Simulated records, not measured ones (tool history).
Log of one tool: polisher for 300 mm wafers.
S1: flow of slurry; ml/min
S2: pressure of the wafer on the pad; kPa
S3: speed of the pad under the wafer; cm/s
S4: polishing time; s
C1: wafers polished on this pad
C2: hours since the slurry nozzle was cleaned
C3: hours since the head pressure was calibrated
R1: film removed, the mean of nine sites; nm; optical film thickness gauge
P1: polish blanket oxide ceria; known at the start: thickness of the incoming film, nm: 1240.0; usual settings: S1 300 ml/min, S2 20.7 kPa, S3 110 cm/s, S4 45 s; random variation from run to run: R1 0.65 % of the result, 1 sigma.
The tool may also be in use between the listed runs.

run 1 day=0.521 | S1=300 S2=20.7 S3=110 S4=45 | C1=277 C2=70.8 C3=947.5 | R1=175.420
run 2 day=0.850 | S1=300 S2=20.7 S3=60 S4=45 | C1=338 C2=78.7 C3=955.4 | R1=95.971
run 3 day=1.300 | S1=300 S2=20.7 S3=110 S4=65 | C1=421 C2=89.5 C3=966.2 | R1=258.640
run 4 day=1.775 | S1=410 S2=20.7 S3=110 S4=45 | C1=508 C2=100.9 C3=977.6 | R1=181.080
run 5 day=2.096 | S1=430 S2=28.3 S3=110 S4=45 | C1=567 C2=108.6 C3=985.3 | R1=247.750
run 6 day=2.529 | S1=300 S2=29.0 S3=110 S4=45 | C1=647 C2=119.0 C3=995.7 | R1=245.940
run 7 day=3.008 | S1=300 S2=20.7 S3=110 S4=25 | C1=735 C2=130.5 C3=1007.2 | R1=99.126
run 8 day=3.250 | S1=300 S2=10.3 S3=110 S4=45 | C1=780 C2=136.3 C3=1013.0 | R1=89.341
run 9 day=3.767 | S1=180 S2=20.7 S3=110 S4=45 | C1=875 C2=148.7 C3=1025.4 | R1=168.190
run 10 day=4.046 | S1=420 S2=20.7 S3=110 S4=68 | C1=926 C2=155.4 C3=1032.1 | R1=277.570
run 11 day=4.525 | S1=300 S2=20.7 S3=110 S4=45 | C1=1014 C2=166.9 C3=1043.6 | R1=177.310
run 12 day=4.971 | S1=300 S2=20.7 S3=110 S4=45 | C1=1096 C2=177.6 C3=1054.3 | R1=177.520
run 13 day=5.233 | S1=300 S2=20.7 S3=158 S4=45 | C1=1145 C2=183.9 C3=1060.6 | R1=252.320
run 14 day=5.704 | S1=300 S2=20.7 S3=110 S4=45 | C1=1231 C2=195.2 C3=1071.9 | R1=177.830
run 15 day=5.992 | S1=300 S2=11.7 S3=82 S4=45 | C1=1284 C2=202.1 C3=1078.8 | R1=74.678
run 16 day=6.392 | S1=300 S2=20.7 S3=110 S4=45 | C1=1358 C2=211.7 C3=1088.4 | R1=177.420
run 17 day=6.908 | S1=300 S2=20.7 S3=110 S4=45 | C1=1453 C2=224.1 C3=1100.8 | R1=172.090
run 18 day=7.400 | S1=300 S2=20.7 S3=110 S4=45 | C1=1544 C2=235.9 C3=1112.6 | R1=169.370
run 19 day=7.846 | S1=300 S2=20.7 S3=110 S4=45 | C1=1626 C2=246.6 C3=1123.3 | R1=166.660
run 20 day=8.250 | S1=300 S2=20.7 S3=110 S4=45 | C1=1700 C2=256.3 C3=1133.0 | R1=167.400
-- day=8.296 worn pad replaced by a new one
run 21 day=8.762 | S1=300 S2=20.7 S3=110 S4=45 | C1=86 C2=268.6 C3=1145.3 | R1=167.650
run 22 day=9.288 | S1=300 S2=20.7 S3=110 S4=45 | C1=182 C2=281.2 C3=1157.9 | R1=168.500

What P1 gives has crept away from where it was. These 2 causes fit the log equally well, each at the size given:
A: slurry flow missing at the pad, % = 39.3
B: head's pressure below its setpoint, % = 5.62
The creep began at about day 6.392.
Why every other cause is out:
removal rate lost through wear of the pad, %: serviced at day 8.296, which brought nothing back

4 check runs are offered, each on 5 wafers whose results are averaged, their results left as question marks. Which one tells the causes apart?
run check 1 day=9.812 | S1=210 S2=20.7 S3=110 S4=61 | R1=?
run check 2 day=9.812 | S1=300 S2=26.9 S3=110 S4=56 | R1=?
run check 3 day=9.812 | S1=300 S2=20.7 S3=110 S4=34 | R1=?
run check 4 day=9.812 | S1=300 S2=24.8 S3=110 S4=45 | R1=?

What each check would give under each cause:
check=check_1 result=R1 if_A=213.050 if_B=218.010
check=check_2 result=R1 if_A=270.380 if_B=270.380
check=check_3 result=R1 if_A=126.280 if_B=126.280
check=check_4 result=R1 if_A=200.560 if_B=200.560
How far apart the two closest causes lie, in the result that separates them most: check 1 2.3 %; check 2 0 %; check 3 0 %; check 4 0 %
Check 1 tells the causes apart: in the others they would give nearly the same result.

Check 1 was then run and gave: R1 212.420 nm. Which cause is it?

It is A: slurry flow missing at the pad, %.
